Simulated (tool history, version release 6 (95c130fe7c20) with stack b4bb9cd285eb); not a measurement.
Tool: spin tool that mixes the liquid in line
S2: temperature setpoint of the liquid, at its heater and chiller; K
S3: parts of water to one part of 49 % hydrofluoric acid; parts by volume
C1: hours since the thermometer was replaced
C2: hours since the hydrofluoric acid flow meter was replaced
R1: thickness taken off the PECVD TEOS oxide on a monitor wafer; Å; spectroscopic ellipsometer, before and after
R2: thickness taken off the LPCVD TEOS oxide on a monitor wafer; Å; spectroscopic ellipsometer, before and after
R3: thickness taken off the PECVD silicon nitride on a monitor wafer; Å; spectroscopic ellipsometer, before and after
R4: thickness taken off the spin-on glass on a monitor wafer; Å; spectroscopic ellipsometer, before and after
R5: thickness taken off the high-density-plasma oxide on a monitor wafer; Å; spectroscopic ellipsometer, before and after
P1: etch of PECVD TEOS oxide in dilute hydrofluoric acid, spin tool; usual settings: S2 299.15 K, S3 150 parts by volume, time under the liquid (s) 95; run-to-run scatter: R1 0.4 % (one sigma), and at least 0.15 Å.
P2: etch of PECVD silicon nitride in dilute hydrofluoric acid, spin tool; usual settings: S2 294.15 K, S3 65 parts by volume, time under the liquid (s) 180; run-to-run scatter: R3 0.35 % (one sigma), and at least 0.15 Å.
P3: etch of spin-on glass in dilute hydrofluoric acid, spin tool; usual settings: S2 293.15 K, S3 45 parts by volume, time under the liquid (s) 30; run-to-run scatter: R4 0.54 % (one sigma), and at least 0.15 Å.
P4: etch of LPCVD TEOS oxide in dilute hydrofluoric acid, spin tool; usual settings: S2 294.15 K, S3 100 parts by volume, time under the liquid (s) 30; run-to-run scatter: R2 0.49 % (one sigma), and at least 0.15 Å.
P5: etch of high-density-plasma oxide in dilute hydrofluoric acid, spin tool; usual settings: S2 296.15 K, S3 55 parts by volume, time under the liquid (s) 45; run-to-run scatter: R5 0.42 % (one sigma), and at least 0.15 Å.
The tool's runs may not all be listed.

Run 1, hour 10.7: process that ran P1, S2 299.15 K, S3 150 parts by volume, time under the liquid (s) 95; C1 1403.6; C2 962.2. Result: R1 145.59 Å.
Run 2, hour 19.6: process that ran P1, S2 291.65 K, S3 150 parts by volume, time under the liquid (s) 40; C1 1412.5; C2 971.1. Result: R1 45.527 Å.
Run 3, hour 29.2: process that ran P1, S2 299.15 K, S3 150 parts by volume, time under the liquid (s) 15; C1 1422.1; C2 980.7. Result: R1 22.453 Å.
Run 4, hour 37.7: process that ran P4, S2 294.15 K, S3 40 parts by volume, time under the liquid (s) 30; C1 1430.6; C2 989.2. Result: R2 287.05 Å.
Run 5, hour 44: process that ran P2, S2 294.15 K, S3 65 parts by volume, time under the liquid (s) 180; C1 1436.9; C2 995.5. Result: R3 56.554 Å.
Run 6, hour 51.1: process that ran P3, S2 293.15 K, S3 45 parts by volume, time under the liquid (s) 30; C1 1444; C2 1002.6. Result: R4 227.3 Å.
Run 7, hour 57.2: process that ran P5, S2 296.15 K, S3 55 parts by volume, time under the liquid (s) 45; C1 1450.1; C2 1008.7. Result: R5 68.439 Å.
Run 8, hour 68.9: process that ran P1, S2 291.15 K, S3 150 parts by volume, time under the liquid (s) 95; C1 1461.8; C2 1020.4. Result: R1 105.5 Å.
Run 9, hour 78.5: process that ran P1, S2 299.15 K, S3 150 parts by volume, time under the liquid (s) 160; C1 1471.4; C2 1030. Result: R1 244.53 Å.
Run 10, hour 86.3: process that ran P4, S2 290.15 K, S3 100 parts by volume, time under the liquid (s) 30; C1 1479.2; C2 1037.8. Result: R2 91.519 Å.
Run 11, hour 97.9: process that ran P1, S2 299.15 K, S3 150 parts by volume, time under the liquid (s) 95; C1 1490.8; C2 1049.4. Result: R1 145.12 Å.
Run 12, hour 106: process that ran P1, S2 299.15 K, S3 205 parts by volume, time under the liquid (s) 15; C1 1498.9; C2 1057.5. Result: R1 16.187 Å.
Run 13, hour 116.2: process that ran P1, S2 299.15 K, S3 150 parts by volume, time under the liquid (s) 95; C1 1509.1; C2 1067.7. Result: R1 146.11 Å.
Run 14, hour 122.6: process that ran P3, S2 293.15 K, S3 45 parts by volume, time under the liquid (s) 30; C1 1515.5; C2 1074.1. Result: R4 227.83 Å.
Run 15, hour 135: process that ran P3, S2 299.15 K, S3 45 parts by volume, time under the liquid (s) 30; C1 1527.9; C2 1086.5. Result: R4 297.6 Å.
Run 16, hour 141.4: process that ran P2, S2 294.15 K, S3 65 parts by volume, time under the liquid (s) 180; C1 1534.3; C2 1092.9. Result: R3 56.025 Å.
Run 17, hour 149.7: process that ran P4, S2 294.15 K, S3 100 parts by volume, time under the liquid (s) 15; C1 1542.6; C2 1101.2. Result: R2 53.674 Å.
Run 18, hour 155.5: process that ran P5, S2 301.65 K, S3 55 parts by volume, time under the liquid (s) 45; C1 1548.4; C2 1107. Result: R5 85.514 Å.
Run 19, hour 168: process that ran P5, S2 296.15 K, S3 55 parts by volume, time under the liquid (s) 45; C1 1560.9; C2 1119.5. Result: R5 68.76 Å.
Run 20, hour 176: process that ran P1, S2 305.15 K, S3 95 parts by volume, time under the liquid (s) 95; C1 1568.9; C2 1127.5. Result: R1 308.83 Å.
Run 21, hour 186: process that ran P1, S2 299.15 K, S3 150 parts by volume, time under the liquid (s) 95; C1 1578.9; C2 1137.5. Result: R1 146.06 Å.
Run 22, hour 191.8: process that ran P4, S2 294.15 K, S3 100 parts by volume, time under the liquid (s) 30; C1 1584.7; C2 1143.3. Result: R2 108.27 Å.
Run 23, hour 200.4: process that ran P2, S2 290.15 K, S3 65 parts by volume, time under the liquid (s) 180; C1 1593.3; C2 1151.9. Result: R3 42.931 Å.
Run 24, hour 212.5: process that ran P3, S2 293.15 K, S3 45 parts by volume, time under the liquid (s) 50; C1 1605.4; C2 1164. Result: R4 380.8 Å.
Run 25, hour 221.6: process that ran P3, S2 293.15 K, S3 20 parts by volume, time under the liquid (s) 30; C1 1614.5; C2 1173.1. Result: R4 525.35 Å.
Run 26, hour 233.5: process that ran P5, S2 296.15 K, S3 55 parts by volume, time under the liquid (s) 15; C1 1626.4; C2 1185. Result: R5 22.746 Å.
Run 27, hour 245.4: process that ran P5, S2 296.15 K, S3 95 parts by volume, time under the liquid (s) 45; C1 1638.3; C2 1196.9. Result: R5 37.697 Å.
Run 28, hour 251.7: process that ran P1, S2 305.15 K, S3 150 parts by volume, time under the liquid (s) 95; C1 1644.6; C2 1203.2. Result: R1 179.81 Å.
At hour 262: hydrofluoric acid flow meter replaced.
Run 29, hour 262.7: process that ran P1, S2 299.15 K, S3 150 parts by volume, time under the liquid (s) 95; C1 1655.6; C2 0.8. Result: R1 145.57 Å.
Run 30, hour 274.2: process that ran P4, S2 294.15 K, S3 100 parts by volume, time under the liquid (s) 30; C1 1667.1; C2 12.3. Result: R2 108.02 Å.
Run 31, hour 284.3: process that ran P2, S2 294.15 K, S3 115 parts by volume, time under the liquid (s) 180; C1 1677.2; C2 22.4. Result: R3 32.217 Å.

Run 32 comes next. What will it give?
Run 32, hour 292: process that ran P1, S2 299.15 K, S3 90 parts by volume, time under the liquid (s) 95; C1 1684.9; C2 30.1. Result: R1 ?.

R1: 261.51 Å

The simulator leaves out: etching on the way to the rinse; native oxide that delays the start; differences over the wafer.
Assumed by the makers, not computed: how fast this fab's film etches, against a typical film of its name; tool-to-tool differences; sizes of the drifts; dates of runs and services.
